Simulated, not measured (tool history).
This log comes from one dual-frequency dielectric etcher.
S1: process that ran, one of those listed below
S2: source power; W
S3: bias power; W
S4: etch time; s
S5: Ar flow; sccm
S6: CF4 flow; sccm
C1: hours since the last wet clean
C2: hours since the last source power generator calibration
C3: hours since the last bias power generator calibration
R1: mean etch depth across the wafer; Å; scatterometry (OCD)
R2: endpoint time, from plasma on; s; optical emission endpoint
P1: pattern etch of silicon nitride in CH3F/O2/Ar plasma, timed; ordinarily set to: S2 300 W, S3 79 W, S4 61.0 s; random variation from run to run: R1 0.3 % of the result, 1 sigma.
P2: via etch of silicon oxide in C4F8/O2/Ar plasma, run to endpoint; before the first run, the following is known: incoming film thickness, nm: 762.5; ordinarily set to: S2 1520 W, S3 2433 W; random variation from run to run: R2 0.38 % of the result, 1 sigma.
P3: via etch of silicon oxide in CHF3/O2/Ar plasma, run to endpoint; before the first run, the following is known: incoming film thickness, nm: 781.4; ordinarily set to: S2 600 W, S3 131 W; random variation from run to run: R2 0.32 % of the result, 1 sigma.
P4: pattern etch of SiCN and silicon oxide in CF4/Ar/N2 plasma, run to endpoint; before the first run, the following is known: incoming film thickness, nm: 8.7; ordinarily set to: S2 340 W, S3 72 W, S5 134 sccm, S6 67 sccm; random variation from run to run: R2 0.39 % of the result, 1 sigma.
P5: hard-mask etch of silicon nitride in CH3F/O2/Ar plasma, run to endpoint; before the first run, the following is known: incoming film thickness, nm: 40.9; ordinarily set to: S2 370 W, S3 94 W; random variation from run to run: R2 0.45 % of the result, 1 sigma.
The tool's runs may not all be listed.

Run 1, hour 5.1: S1 P1, S2 300 W, S3 79 W, S4 61.0 s; C1 74.3; C2 1059.0; C3 288.1. Result: R1 392.00 Å.
Run 2, hour 12.7: S1 P2, S2 1150 W, S3 2433 W; C1 81.9; C2 1066.6; C3 295.7. Result: R2 172.320 s.
Run 3, hour 20.2: S1 P4, S2 340 W, S3 72 W, S5 134 sccm, S6 95 sccm; C1 89.4; C2 1074.1; C3 303.2. Result: R2 12.816 s.
Run 4, hour 26.5: S1 P4, S2 340 W, S3 72 W, S5 86 sccm, S6 67 sccm; C1 95.7; C2 1080.4; C3 309.5. Result: R2 12.595 s.
Run 5, hour 33.8: S1 P4, S2 340 W, S3 49 W, S5 134 sccm, S6 67 sccm; C1 103.0; C2 1087.7; C3 316.8. Result: R2 15.358 s.
At hour 34.1: bias power generator calibrated.
Run 6, hour 38.1: S1 P1, S2 200 W, S3 79 W, S4 61.0 s; C1 107.3; C2 1092.0; C3 4.0. Result: R1 337.17 Å.
Run 7, hour 45.7: S1 P3, S2 600 W, S3 131 W; C1 114.9; C2 1099.6; C3 11.6. Result: R2 432.100 s.
Run 8, hour 50.1: S1 P1, S2 300 W, S3 79 W, S4 61.0 s; C1 119.3; C2 1104.0; C3 16.0. Result: R1 390.48 Å.
Run 9, hour 57.1: S1 P2, S2 1520 W, S3 2433 W; C1 126.3; C2 1111.0; C3 23.0. Result: R2 154.020 s.
Run 10, hour 64.0: S1 P1, S2 300 W, S3 79 W, S4 88.0 s; C1 133.2; C2 1117.9; C3 29.9. Result: R1 563.91 Å.
Run 11, hour 72.0: S1 P1, S2 300 W, S3 54 W, S4 61.0 s; C1 141.2; C2 1125.9; C3 37.9. Result: R1 344.36 Å.
Run 12, hour 78.0: S1 P4, S2 280 W, S3 72 W, S5 134 sccm, S6 67 sccm; C1 147.2; C2 1131.9; C3 43.9. Result: R2 15.919 s.
Run 13, hour 84.8: S1 P1, S2 370 W, S3 79 W, S4 61.0 s; C1 154.0; C2 1138.7; C3 50.7. Result: R1 426.47 Å.
Run 14, hour 90.9: S1 P5, S2 370 W, S3 94 W; C1 160.1; C2 1144.8; C3 56.8. Result: R2 54.847 s.
Run 15, hour 94.5: S1 P1, S2 300 W, S3 79 W, S4 61.0 s; C1 163.7; C2 1148.4; C3 60.4. Result: R1 392.50 Å.
Run 16, hour 99.7: S1 P3, S2 600 W, S3 167 W; C1 168.9; C2 1153.6; C3 65.6. Result: R2 395.170 s.
Run 17, hour 105.5: S1 P2, S2 1520 W, S3 3125 W; C1 174.7; C2 1159.4; C3 71.4. Result: R2 142.310 s.
Run 18, hour 109.0: S1 P5, S2 370 W, S3 68 W; C1 178.2; C2 1162.9; C3 74.9. Result: R2 61.412 s.
Run 19, hour 115.2: S1 P1, S2 300 W, S3 79 W, S4 37.0 s; C1 184.4; C2 1169.1; C3 81.1. Result: R1 237.70 Å.
Run 20, hour 123.0: S1 P1, S2 300 W, S3 102 W, S4 61.0 s; C1 192.2; C2 1176.9; C3 88.9. Result: R1 431.50 Å.
Run 21, hour 127.4: S1 P2, S2 1520 W, S3 2433 W; C1 196.6; C2 1181.3; C3 93.3. Result: R2 153.860 s.
Run 22, hour 135.0: S1 P4, S2 340 W, S3 72 W, S5 134 sccm, S6 67 sccm; C1 204.2; C2 1188.9; C3 100.9. Result: R2 13.421 s.
Run 23, hour 138.7: S1 P5, S2 230 W, S3 94 W; C1 207.9; C2 1192.6; C3 104.6. Result: R2 65.642 s.
Run 24, hour 146.0: S1 P1, S2 300 W, S3 79 W, S4 61.0 s; C1 215.2; C2 1199.9; C3 111.9. Result: R1 393.66 Å.
Run 25, hour 153.9: S1 P1, S2 380 W, S3 79 W, S4 33.5 s; C1 223.1; C2 1207.8; C3 119.8. Result: R1 235.53 Å.
Run 26, hour 161.2: S1 P3, S2 850 W, S3 131 W; C1 230.4; C2 1215.1; C3 127.1. Result: R2 376.840 s.
Run 27, hour 165.8: S1 P1, S2 300 W, S3 107 W, S4 88.5 s; C1 235.0; C2 1219.7; C3 131.7. Result: R1 634.98 Å.
Run 28, hour 173.6: S1 P1, S2 300 W, S3 79 W, S4 61.0 s; C1 242.8; C2 1227.5; C3 139.5. Result: R1 393.45 Å.
Run 29, hour 179.6: S1 P1, S2 300 W, S3 79 W, S4 61.0 s; C1 248.8; C2 1233.5; C3 145.5. Result: R1 394.81 Å.
Run 30, hour 186.8: S1 P1, S2 300 W, S3 79 W, S4 61.0 s; C1 256.0; C2 1240.7; C3 152.7. Result: R1 396.50 Å.
Run 31, hour 192.1: S1 P1, S2 300 W, S3 79 W, S4 61.0 s; C1 261.3; C2 1246.0; C3 158.0. Result: R1 397.74 Å.
At hour 199.1: wet clean of the chamber.
Run 32, hour 199.4: S1 P1, S2 300 W, S3 79 W, S4 61.0 s; C1 0.3; C2 1253.3; C3 165.3. Result: R1 397.24 Å.
Run 33, hour 203.2: S1 P1, S2 300 W, S3 79 W, S4 61.0 s; C1 4.1; C2 1257.1; C3 169.1. Result: R1 399.74 Å.
Run 34, hour 207.7: S1 P1, S2 300 W, S3 79 W, S4 61.0 s; C1 8.6; C2 1261.6; C3 173.6. Result: R1 399.57 Å.
Run 35, hour 213.6: S1 P1, S2 300 W, S3 79 W, S4 61.0 s; C1 14.5; C2 1267.5; C3 179.5. Result: R1 398.62 Å.

P1 no longer gives what it gave before; its output has crept away from where it was. The following 2 causes, each at its listed size, fit the log equally well:
A: bias power that arrives over what is set, % = 4.26
B: source power that arrives over what is set, % = 4.07
Onset of the creep was near hour 173.6.
Each remaining cause and why it is not a fit:
chamber walls in a state that raises the etch rate, %: was serviced at hour 199.1, once the creep was under way, yet the earlier output never came back

Below are 4 check runs, each averaged over 2 wafers, with their results shown as question marks. Which of them would give clearly different results depending on which cause is behind the drift?
Run check 1, hour 219.5: S1 P5, S2 300 W, S3 94 W. Result: R2 ?.
Run check 2, hour 219.5: S1 P3, S2 720 W, S3 131 W. Result: R2 ?.
Run check 3, hour 219.5: S1 P4, S2 340 W, S3 72 W, S5 134 sccm, S6 88 sccm. Result: R2 ?.
Run check 4, hour 219.5: S1 P2, S2 1300 W, S3 2433 W. Result: R2 ?.

If the cause were each of the candidates in turn, the checks would give the following:
  check  result     if A     if B
check 1      R2   58.386   58.425
check 2      R2  394.600  393.550
check 3      R2   12.738   12.480
check 4      R2  162.080  161.640
Per check, the gap between the least separated pair of causes, taken in the result that splits them most: check 1 0.07 %; check 2 0.27 %; check 3 2.05 %; check 4 0.28 %
The causes can be told apart only by check 3. The other checks would give nearly the same results under each of them.

Check 3 was then run and gave: R2 12.425 s. Which cause is it?

It was cause B: source power that arrives over what is set, %.
